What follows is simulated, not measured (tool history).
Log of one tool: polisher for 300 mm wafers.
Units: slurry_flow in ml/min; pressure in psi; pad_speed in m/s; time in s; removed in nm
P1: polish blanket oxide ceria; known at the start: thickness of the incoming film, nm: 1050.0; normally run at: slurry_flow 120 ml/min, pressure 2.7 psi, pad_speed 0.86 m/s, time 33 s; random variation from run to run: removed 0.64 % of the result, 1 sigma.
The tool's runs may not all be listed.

run,hour,slurry_flow,pressure,pad_speed,time,removed
1,6.1,120,2.7,0.86,33,104.32
2,10.4,170,1.3,0.86,33,53.408
3,16.7,120,4.2,0.86,33,160.84
4,23.1,120,2.7,0.86,33,103.49
5,28.1,120,2.7,0.86,48,149.51
6,34.5,120,2.7,0.86,33,103.2
7,40.8,120,2.7,1.34,33,159.66
8,49.4,120,2.7,0.86,33,102.35
9,55.9,120,2.7,0.52,19,36.085
10,63.1,120,2.7,0.62,33,75.011
11,70,70,2.7,0.86,33,89.332
12,78.2,120,2.7,0.86,33,103.38
13,82.9,120,2.7,0.62,18,40.901
14,92.4,185,2.7,0.86,33,111.43
15,97,120,2.7,0.86,33,103.24

Forecast run 16:
16,103.1,120,2.7,0.86,15,?

{"run 16": {"removed": 47.47}}
